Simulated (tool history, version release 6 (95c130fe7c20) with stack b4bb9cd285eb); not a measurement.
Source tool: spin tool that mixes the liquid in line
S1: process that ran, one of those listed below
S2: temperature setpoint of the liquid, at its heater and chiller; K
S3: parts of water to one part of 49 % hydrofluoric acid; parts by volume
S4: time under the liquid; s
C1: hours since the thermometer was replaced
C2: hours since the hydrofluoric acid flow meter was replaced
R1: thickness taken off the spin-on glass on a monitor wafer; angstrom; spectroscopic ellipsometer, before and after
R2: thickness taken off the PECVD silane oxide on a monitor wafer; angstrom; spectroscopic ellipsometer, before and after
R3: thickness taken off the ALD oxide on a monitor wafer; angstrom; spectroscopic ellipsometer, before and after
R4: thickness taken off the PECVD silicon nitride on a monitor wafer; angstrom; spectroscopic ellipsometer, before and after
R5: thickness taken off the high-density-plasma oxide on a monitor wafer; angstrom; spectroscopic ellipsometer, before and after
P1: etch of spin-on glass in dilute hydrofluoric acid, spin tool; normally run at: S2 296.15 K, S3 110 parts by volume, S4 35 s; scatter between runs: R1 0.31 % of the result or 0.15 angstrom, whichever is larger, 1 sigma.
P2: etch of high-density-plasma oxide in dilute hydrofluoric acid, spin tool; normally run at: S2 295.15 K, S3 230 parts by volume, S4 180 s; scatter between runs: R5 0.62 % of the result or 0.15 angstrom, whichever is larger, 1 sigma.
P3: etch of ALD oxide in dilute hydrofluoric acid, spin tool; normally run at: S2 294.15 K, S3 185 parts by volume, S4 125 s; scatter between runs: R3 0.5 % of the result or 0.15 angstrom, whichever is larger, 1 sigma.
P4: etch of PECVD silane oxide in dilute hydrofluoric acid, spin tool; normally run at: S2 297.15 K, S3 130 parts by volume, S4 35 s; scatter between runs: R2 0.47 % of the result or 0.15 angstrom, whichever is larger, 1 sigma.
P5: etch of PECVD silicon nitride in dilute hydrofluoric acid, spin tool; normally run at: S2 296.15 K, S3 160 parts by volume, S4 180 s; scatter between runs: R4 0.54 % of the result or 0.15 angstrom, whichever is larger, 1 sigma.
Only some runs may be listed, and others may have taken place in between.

| run | hour | S1 | S2 | S3 | S4 | C1 | C2 | R1 | R2 | R3 | R4 | R5 |
|---|---|---|---|---|---|---|---|---|---|---|---|---|
| 1 | 4.7 | P1 | 296.15 | 110 | 35 | 398.4 | 515.6 | 146.380 |  |  |  |  |
| 2 | 10.7 | P1 | 296.15 | 110 | 35 | 404.4 | 521.6 | 146.480 |  |  |  |  |
| 3 | 17.6 | P4 | 301.15 | 130 | 35 | 411.3 | 528.5 |  | 56.565 |  |  |  |
| 4 | 21.9 | P1 | 296.15 | 110 | 15 | 415.6 | 532.8 | 63.217 |  |  |  |  |
| 5 | 26.5 | P3 | 294.15 | 95 | 125 | 420.2 | 537.4 |  |  | 167.5700 |  |  |
| 6 | 30.1 | P1 | 296.15 | 110 | 70 | 423.8 | 541.0 | 292.990 |  |  |  |  |
| 7 | 36.5 | P5 | 296.15 | 55 | 180 | 430.2 | 547.4 |  |  |  | 132.0400 |  |
| 8 | 41.5 | P1 | 296.15 | 110 | 35 | 435.2 | 552.4 | 147.290 |  |  |  |  |
| 9 | 47.6 | P2 | 290.15 | 230 | 180 | 441.3 | 558.5 |  |  |  |  | 40.4470 |
| 10 | 53.7 | P3 | 294.15 | 185 | 125 | 447.4 | 564.6 |  |  | 77.3070 |  |  |
| 11 | 57.9 | P2 | 295.15 | 230 | 180 | 451.6 | 568.8 |  |  |  |  | 49.2960 |
| 12 | 61.4 | P1 | 296.15 | 110 | 35 | 455.1 | 572.3 | 145.970 |  |  |  |  |
| 13 | 68.6 | P3 | 290.15 | 185 | 125 | 462.3 | 579.5 |  |  | 65.7650 |  |  |
| 14 | 75.8 | P5 | 296.15 | 160 | 15 | 469.5 | 586.7 |  |  |  | 3.7041 |  |
| 15 | 82.9 | P1 | 290.15 | 110 | 35 | 476.6 | 593.8 | 115.410 |  |  |  |  |
| 16 | 88.1 | P1 | 296.15 | 25 | 65 | 481.8 | 599.0 | 1338.400 |  |  |  |  |
| 17 | 94.3 | P1 | 304.15 | 110 | 35 | 488.0 | 605.2 | 198.700 |  |  |  |  |
| 18 | 97.5 | P5 | 296.15 | 160 | 180 | 491.2 | 608.4 |  |  |  | 45.7430 |  |
| 19 | 102.9 | P4 | 297.15 | 130 | 15 | 496.6 | 613.8 |  | 20.758 |  |  |  |
| 20 | 109.7 | P1 | 296.15 | 160 | 35 | 503.4 | 620.6 | 95.251 |  |  |  |  |
|  | 115.8 | hydrofluoric acid flow meter replaced |
| 21 | 116.6 | P2 | 295.15 | 385 | 180 | 510.3 | 0.9 |  |  |  |  | 25.5330 |
| 22 | 121.8 | P2 | 295.15 | 230 | 25 | 515.5 | 6.1 |  |  |  |  | 6.4477 |
| 23 | 125.8 | P5 | 296.15 | 160 | 180 | 519.5 | 10.1 |  |  |  | 45.9020 |  |
| 24 | 131.3 | P3 | 294.15 | 185 | 125 | 525.0 | 15.6 |  |  | 77.9870 |  |  |
| 25 | 136.1 | P1 | 296.15 | 35 | 35 | 529.8 | 20.4 | 503.770 |  |  |  |  |
| 26 | 142.1 | P3 | 294.15 | 185 | 15 | 535.8 | 26.4 |  |  | 9.4868 |  |  |
| 27 | 147.2 | P1 | 302.15 | 55 | 35 | 540.9 | 31.5 | 398.930 |  |  |  |  |
| 28 | 152.8 | P4 | 297.15 | 200 | 35 | 546.5 | 37.1 |  | 29.113 |  |  |  |
| 29 | 156.8 | P1 | 296.15 | 110 | 35 | 550.5 | 41.1 | 146.400 |  |  |  |  |
| 30 | 160.6 | P5 | 301.65 | 160 | 180 | 554.3 | 44.9 |  |  |  | 65.2610 |  |
| 31 | 167.5 | P4 | 297.15 | 130 | 35 | 561.2 | 51.8 |  | 48.429 |  |  |  |
| 32 | 174.2 | P2 | 295.15 | 230 | 180 | 567.9 | 58.5 |  |  |  |  | 49.0630 |
| 33 | 180.3 | P1 | 296.15 | 110 | 35 | 574.0 | 64.6 | 147.280 |  |  |  |  |
| 34 | 185.8 | P1 | 296.15 | 110 | 35 | 579.5 | 70.1 | 143.020 |  |  |  |  |
| 35 | 190.5 | P1 | 296.15 | 110 | 35 | 584.2 | 74.8 | 141.660 |  |  |  |  |
| 36 | 196.1 | P1 | 296.15 | 110 | 35 | 589.8 | 80.4 | 140.030 |  |  |  |  |
| 37 | 199.8 | P1 | 296.15 | 110 | 35 | 593.5 | 84.1 | 140.540 |  |  |  |  |
| 38 | 203.1 | P1 | 296.15 | 110 | 35 | 596.8 | 87.4 | 138.880 |  |  |  |  |
| 39 | 207.1 | P1 | 296.15 | 110 | 35 | 600.8 | 91.4 | 139.280 |  |  |  |  |
| 40 | 212.6 | P1 | 296.15 | 110 | 35 | 606.3 | 96.9 | 138.810 |  |  |  |  |
| 41 | 219.6 | P1 | 296.15 | 110 | 35 | 613.3 | 103.9 | 137.870 |  |  |  |  |
| 42 | 224.2 | P1 | 296.15 | 110 | 35 | 617.9 | 108.5 | 138.700 |  |  |  |  |

P1 has crept away from where it was. The log is fitted equally well by each of these 2 causes, at the sizes shown:
A: liquid colder than its thermometer reads (K) = 1.41
B: hydrofluoric acid flow below the setpoint (%) = 4.83
The drift started at roughly hour 180.3.

Consider the 4 check runs below, whose results appear as question marks and each of which averages 2 wafers. Which one distinguishes the causes, in that each cause would give it a clearly different result?
| check 1 | 228.8 | P4 | 297.15 | 130 | 35 |  |  |  | ? |  |  |  |
| check 2 | 228.8 | P2 | 295.15 | 230 | 180 |  |  |  |  |  |  | ? |
| check 3 | 228.8 | P3 | 294.15 | 185 | 125 |  |  |  |  | ? |  |  |
| check 4 | 228.8 | P5 | 296.15 | 160 | 180 |  |  |  |  |  | ? |  |

What every check run would give for each of its results, assuming each possible cause in turn:
| check | result | if A | if B |
|---|---|---|---|
| check 1 | R2 | 45.951 | 45.850 |
| check 2 | R5 | 46.4340 | 46.0500 |
| check 3 | R3 | 73.3710 | 73.0570 |
| check 4 | R4 | 41.9560 | 43.8070 |
Minimum pairwise separation of causes per check, each pair taken at its best-separating result: check 1 0.22 %; check 2 0.83 %; check 3 0.43 %; check 4 4.32 %
Only in check 4 would the causes give clearly different results; in the remaining checks their results would be nearly the same.

Check 4 has now been run. It gave: R4 43.6930 angstrom. Which of the candidate causes is it?

The cause is B: hydrofluoric acid flow below the setpoint (%).
